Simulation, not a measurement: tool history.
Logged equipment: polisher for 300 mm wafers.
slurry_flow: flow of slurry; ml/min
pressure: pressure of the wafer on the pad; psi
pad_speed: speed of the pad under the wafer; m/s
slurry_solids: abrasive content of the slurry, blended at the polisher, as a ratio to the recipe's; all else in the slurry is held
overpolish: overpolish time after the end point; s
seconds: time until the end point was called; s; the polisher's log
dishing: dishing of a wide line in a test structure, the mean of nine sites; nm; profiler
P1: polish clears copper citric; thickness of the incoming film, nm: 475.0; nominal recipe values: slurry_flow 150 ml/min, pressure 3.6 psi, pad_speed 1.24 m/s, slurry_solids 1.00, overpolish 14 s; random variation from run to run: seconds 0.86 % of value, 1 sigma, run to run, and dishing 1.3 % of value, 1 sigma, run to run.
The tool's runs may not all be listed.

run	hour	slurry_flow	pressure	pad_speed	slurry_solids	overpolish	wafers polished on this pad	hours since the slurry nozzle was cleaned	hours since the head pressure was calibrated	hours since the slurry blender was calibrated	seconds	dishing
1	8.5	150	3.6	1.24	1.00	14	992	224.2	432.8	116.5	160.78	19.516
2	15.2	220	3.6	1.58	1.00	14	1048	230.9	439.5	123.2	120.97	22.132
3	22.2	150	3.6	1.24	0.60	14	1107	237.9	446.5	130.2	177.81	17.778
4	28.3	90	3.6	1.24	1.00	14	1159	244.0	452.6	136.3	180.19	18.051
5	40.3	150	3.6	1.24	1.00	4	1260	256.0	464.6	148.3	161.01	7.897
6	45.8	150	2.1	1.24	0.75	14	1307	261.5	470.1	153.8	290.70	12.997
7	52.3	150	3.6	1.24	1.45	14	1361	268.0	476.6	160.3	149.03	20.228
8	63.2	150	3.6	1.24	1.00	14	1453	278.9	487.5	171.2	160.71	19.596
9	73.2	150	4.7	1.24	1.00	14	1538	288.9	497.5	181.2	125.52	21.953
# hour 77.3: slurry nozzle cleaned
10	82.9	150	3.6	1.24	1.00	14	1620	5.7	507.2	190.9	160.52	18.969
11	95.3	150	3.6	0.72	1.00	14	1725	18.1	519.6	203.3	274.81	13.722
12	107.7	230	3.6	1.24	1.00	14	1829	30.5	532.0	215.7	152.41	19.682
13	116.3	150	3.6	1.68	1.00	14	1902	39.1	540.6	224.3	120.20	22.453
14	124.0	150	2.4	1.24	1.00	14	1967	46.8	548.3	232.0	240.81	14.978
15	136.4	150	3.6	1.24	1.00	14	2072	59.2	560.7	244.4	161.88	19.532
16	145.8	150	3.6	1.24	1.00	25	2151	68.6	570.1	253.8	160.49	24.833
17	151.2	150	3.6	1.24	1.00	14	2196	74.0	575.5	259.2	160.15	19.293
18	158.2	150	3.6	1.24	1.00	14	2256	81.0	582.5	266.2	167.10	18.802
19	170.6	150	3.6	1.24	1.00	14	2360	93.4	594.9	278.6	173.25	18.342
20	182.0	150	3.6	1.24	1.00	14	2456	104.8	606.3	290.0	174.17	18.650
21	193.8	150	3.6	1.24	1.00	14	2556	116.6	618.1	301.8	176.43	18.162
22	201.9	150	3.6	1.24	1.00	14	2625	124.7	626.2	309.9	179.20	18.349
# hour 206.4: slurry blender recalibrated
# hour 206.8: head pressure recalibrated
23	211.8	150	3.6	1.24	1.00	14	2708	134.6	5.1	5.4	178.62	18.101
24	217.7	150	3.6	1.24	1.00	14	2758	140.5	11.0	11.3	180.51	18.026
25	227.8	150	3.6	1.24	1.00	14	2843	150.6	21.1	21.4	179.27	18.287

What P1 gives has crept away from where it was. These 2 causes fit the log equally well, each at the size given:
A: slurry flow missing at the pad, % = 38.8
B: removal rate lost through wear of the pad, % = 10.1
Onset of the creep was near hour 151.2.
All other causes, with the reason each is excluded:
head's pressure below its setpoint, %: maintenance at hour 206.8, after the shift began, did not return the process to its former output
abrasive missing from the slurry, %: maintenance at hour 206.4, after the shift began, did not return the process to its former output

Below are 4 check runs, each averaged over 5 wafers, with their results shown as question marks. Which of them would give clearly different results depending on which cause is behind the drift?
check 1	237.9	150	3.6	1.24	1.40	14					?	?
check 2	237.9	150	2.7	1.66	1.00	14					?	?
check 3	237.9	150	3.6	1.24	1.00	9					?	?
check 4	237.9	215	3.6	1.24	1.00	6					?	?

Outcome of each check run for each possible cause:
check	result	if A	if B
check 1	seconds	166.67	166.70
check 1	dishing	18.874	18.872
check 2	seconds	178.68	178.71
check 2	dishing	18.001	17.999
check 3	seconds	179.39	179.42
check 3	dishing	13.591	13.589
check 4	seconds	165.20	170.23
check 4	dishing	10.668	10.420
Gap, in per cent, between the two causes that each check separates least, read from the result that separates them most: check 1 0.02 %; check 2 0.02 %; check 3 0.02 %; check 4 3 %
Only check 4 tells the causes apart: in the others they would give nearly the same result.

Check 4 was carried out, with these results: seconds 170.38 s; dishing 10.385 nm. Which of the listed causes is responsible?

It is B: removal rate lost through wear of the pad, %.

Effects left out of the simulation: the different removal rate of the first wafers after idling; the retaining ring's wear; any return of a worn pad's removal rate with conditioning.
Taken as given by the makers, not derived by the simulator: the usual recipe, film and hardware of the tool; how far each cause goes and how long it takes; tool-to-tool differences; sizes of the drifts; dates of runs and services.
